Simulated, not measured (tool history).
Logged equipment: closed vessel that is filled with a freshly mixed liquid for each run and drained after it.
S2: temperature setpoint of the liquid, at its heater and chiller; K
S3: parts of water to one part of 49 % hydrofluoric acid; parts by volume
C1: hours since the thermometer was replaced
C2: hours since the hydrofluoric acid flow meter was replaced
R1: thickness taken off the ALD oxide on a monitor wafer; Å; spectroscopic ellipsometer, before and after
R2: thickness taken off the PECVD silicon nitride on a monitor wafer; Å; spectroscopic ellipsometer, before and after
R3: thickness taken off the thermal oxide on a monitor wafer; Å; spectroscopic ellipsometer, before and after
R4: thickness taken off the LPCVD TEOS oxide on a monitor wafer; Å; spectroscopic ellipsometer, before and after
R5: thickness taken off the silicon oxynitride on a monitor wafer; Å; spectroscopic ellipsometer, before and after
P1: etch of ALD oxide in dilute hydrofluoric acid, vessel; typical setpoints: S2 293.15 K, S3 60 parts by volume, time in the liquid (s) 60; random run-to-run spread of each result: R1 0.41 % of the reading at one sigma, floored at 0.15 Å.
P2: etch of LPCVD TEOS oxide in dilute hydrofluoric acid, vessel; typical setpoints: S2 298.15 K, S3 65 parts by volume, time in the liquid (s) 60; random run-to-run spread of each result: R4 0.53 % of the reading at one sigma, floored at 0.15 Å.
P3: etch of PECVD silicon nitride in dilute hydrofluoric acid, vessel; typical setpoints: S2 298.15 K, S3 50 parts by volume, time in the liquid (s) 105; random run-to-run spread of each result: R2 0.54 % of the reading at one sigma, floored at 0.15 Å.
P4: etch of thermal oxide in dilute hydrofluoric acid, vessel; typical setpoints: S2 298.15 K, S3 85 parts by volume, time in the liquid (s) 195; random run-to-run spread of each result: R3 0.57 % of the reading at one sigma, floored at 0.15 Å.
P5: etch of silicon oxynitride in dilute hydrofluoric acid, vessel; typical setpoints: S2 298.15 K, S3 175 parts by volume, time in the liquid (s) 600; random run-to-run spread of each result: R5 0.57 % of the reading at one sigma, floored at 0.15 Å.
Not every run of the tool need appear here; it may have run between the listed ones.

Run 1, hour 10.8: process that ran P1, S2 293.15 K, S3 60 parts by volume, time in the liquid (s) 60; C1 521.7; C2 522.1. Result: R1 136.220 Å.
Run 2, hour 19.3: process that ran P1, S2 290.15 K, S3 60 parts by volume, time in the liquid (s) 60; C1 530.2; C2 530.6. Result: R1 120.110 Å.
Run 3, hour 31.8: process that ran P1, S2 293.15 K, S3 110 parts by volume, time in the liquid (s) 30; C1 542.7; C2 543.1. Result: R1 35.060 Å.
Run 4, hour 45.3: process that ran P3, S2 298.15 K, S3 50 parts by volume, time in the liquid (s) 105; C1 556.2; C2 556.6. Result: R2 50.058 Å.
Run 5, hour 51.6: process that ran P4, S2 298.15 K, S3 85 parts by volume, time in the liquid (s) 195; C1 562.5; C2 562.9. Result: R3 116.990 Å.
Run 6, hour 60.6: process that ran P1, S2 293.15 K, S3 60 parts by volume, time in the liquid (s) 30; C1 571.5; C2 571.9. Result: R1 68.072 Å.
Run 7, hour 68.9: process that ran P1, S2 293.15 K, S3 60 parts by volume, time in the liquid (s) 60; C1 579.8; C2 580.2. Result: R1 136.220 Å.
At hour 71.2: hydrofluoric acid flow meter replaced.
Run 8, hour 77.1: process that ran P4, S2 298.15 K, S3 20 parts by volume, time in the liquid (s) 195; C1 588.0; C2 6.0. Result: R3 543.180 Å.
Run 9, hour 90.9: process that ran P2, S2 298.15 K, S3 65 parts by volume, time in the liquid (s) 60; C1 601.8; C2 19.8. Result: R4 432.65 Å.
Run 10, hour 104.7: process that ran P2, S2 298.15 K, S3 65 parts by volume, time in the liquid (s) 115; C1 615.6; C2 33.6. Result: R4 845.04 Å.
Run 11, hour 117.0: process that ran P1, S2 293.15 K, S3 60 parts by volume, time in the liquid (s) 60; C1 627.9; C2 45.9. Result: R1 135.980 Å.
Run 12, hour 126.0: process that ran P1, S2 293.15 K, S3 30 parts by volume, time in the liquid (s) 60; C1 636.9; C2 54.9. Result: R1 282.410 Å.
Run 13, hour 139.9: process that ran P5, S2 306.15 K, S3 175 parts by volume, time in the liquid (s) 600; C1 650.8; C2 68.8. Result: R5 122.720 Å.
Run 14, hour 153.8: process that ran P1, S2 293.15 K, S3 60 parts by volume, time in the liquid (s) 60; C1 664.7; C2 82.7. Result: R1 136.060 Å.
Run 15, hour 160.7: process that ran P3, S2 298.15 K, S3 20 parts by volume, time in the liquid (s) 105; C1 671.6; C2 89.6. Result: R2 121.060 Å.
Run 16, hour 167.7: process that ran P5, S2 298.15 K, S3 175 parts by volume, time in the liquid (s) 105; C1 678.6; C2 96.6. Result: R5 15.329 Å.
Run 17, hour 180.1: process that ran P5, S2 298.15 K, S3 320 parts by volume, time in the liquid (s) 600; C1 691.0; C2 109.0. Result: R5 43.086 Å.
Run 18, hour 190.5: process that ran P1, S2 300.15 K, S3 60 parts by volume, time in the liquid (s) 60; C1 701.4; C2 119.4. Result: R1 182.330 Å.
Run 19, hour 197.0: process that ran P4, S2 305.65 K, S3 85 parts by volume, time in the liquid (s) 195; C1 707.9; C2 125.9. Result: R3 158.050 Å.
Run 20, hour 203.1: process that ran P1, S2 293.15 K, S3 85 parts by volume, time in the liquid (s) 60; C1 714.0; C2 132.0. Result: R1 93.707 Å.
Run 21, hour 217.0: process that ran P3, S2 298.15 K, S3 50 parts by volume, time in the liquid (s) 30; C1 727.9; C2 145.9. Result: R2 14.364 Å.
Run 22, hour 224.6: process that ran P5, S2 298.15 K, S3 175 parts by volume, time in the liquid (s) 600; C1 735.5; C2 153.5. Result: R5 86.923 Å.
Run 23, hour 236.8: process that ran P2, S2 298.15 K, S3 105 parts by volume, time in the liquid (s) 60; C1 747.7; C2 165.7. Result: R4 257.56 Å.
Run 24, hour 242.8: process that ran P2, S2 302.15 K, S3 65 parts by volume, time in the liquid (s) 60; C1 753.7; C2 171.7. Result: R4 517.25 Å.
Run 25, hour 252.0: process that ran P4, S2 298.15 K, S3 85 parts by volume, time in the liquid (s) 30; C1 762.9; C2 180.9. Result: R3 18.302 Å.
Run 26, hour 261.5: process that ran P1, S2 293.15 K, S3 60 parts by volume, time in the liquid (s) 100; C1 772.4; C2 190.4. Result: R1 228.370 Å.
Run 27, hour 275.5: process that ran P3, S2 291.15 K, S3 50 parts by volume, time in the liquid (s) 105; C1 786.4; C2 204.4. Result: R2 30.670 Å.
Run 28, hour 283.8: process that ran P3, S2 298.15 K, S3 50 parts by volume, time in the liquid (s) 105; C1 794.7; C2 212.7. Result: R2 49.923 Å.
Run 29, hour 290.7: process that ran P1, S2 293.15 K, S3 60 parts by volume, time in the liquid (s) 60; C1 801.6; C2 219.6. Result: R1 136.920 Å.
Run 30, hour 303.9: process that ran P1, S2 293.15 K, S3 60 parts by volume, time in the liquid (s) 60; C1 814.8; C2 232.8. Result: R1 132.490 Å.
Run 31, hour 316.0: process that ran P1, S2 293.15 K, S3 60 parts by volume, time in the liquid (s) 60; C1 826.9; C2 244.9. Result: R1 129.890 Å.
Run 32, hour 328.2: process that ran P1, S2 293.15 K, S3 60 parts by volume, time in the liquid (s) 60; C1 839.1; C2 257.1. Result: R1 127.520 Å.
Run 33, hour 335.6: process that ran P1, S2 293.15 K, S3 60 parts by volume, time in the liquid (s) 60; C1 846.5; C2 264.5. Result: R1 126.530 Å.
Run 34, hour 348.5: process that ran P1, S2 293.15 K, S3 60 parts by volume, time in the liquid (s) 60; C1 859.4; C2 277.4. Result: R1 126.510 Å.
Run 35, hour 355.8: process that ran P1, S2 293.15 K, S3 60 parts by volume, time in the liquid (s) 60; C1 866.7; C2 284.7. Result: R1 125.090 Å.
Run 36, hour 367.2: process that ran P1, S2 293.15 K, S3 60 parts by volume, time in the liquid (s) 60; C1 878.1; C2 296.1. Result: R1 125.380 Å.

What will run 37 give?
Run 37, hour 374.2: process that ran P1, S2 293.15 K, S3 60 parts by volume, time in the liquid (s) 60; C1 885.1; C2 303.1. Result: R1 ?.

{"run 37": {"R1": 125.11}}

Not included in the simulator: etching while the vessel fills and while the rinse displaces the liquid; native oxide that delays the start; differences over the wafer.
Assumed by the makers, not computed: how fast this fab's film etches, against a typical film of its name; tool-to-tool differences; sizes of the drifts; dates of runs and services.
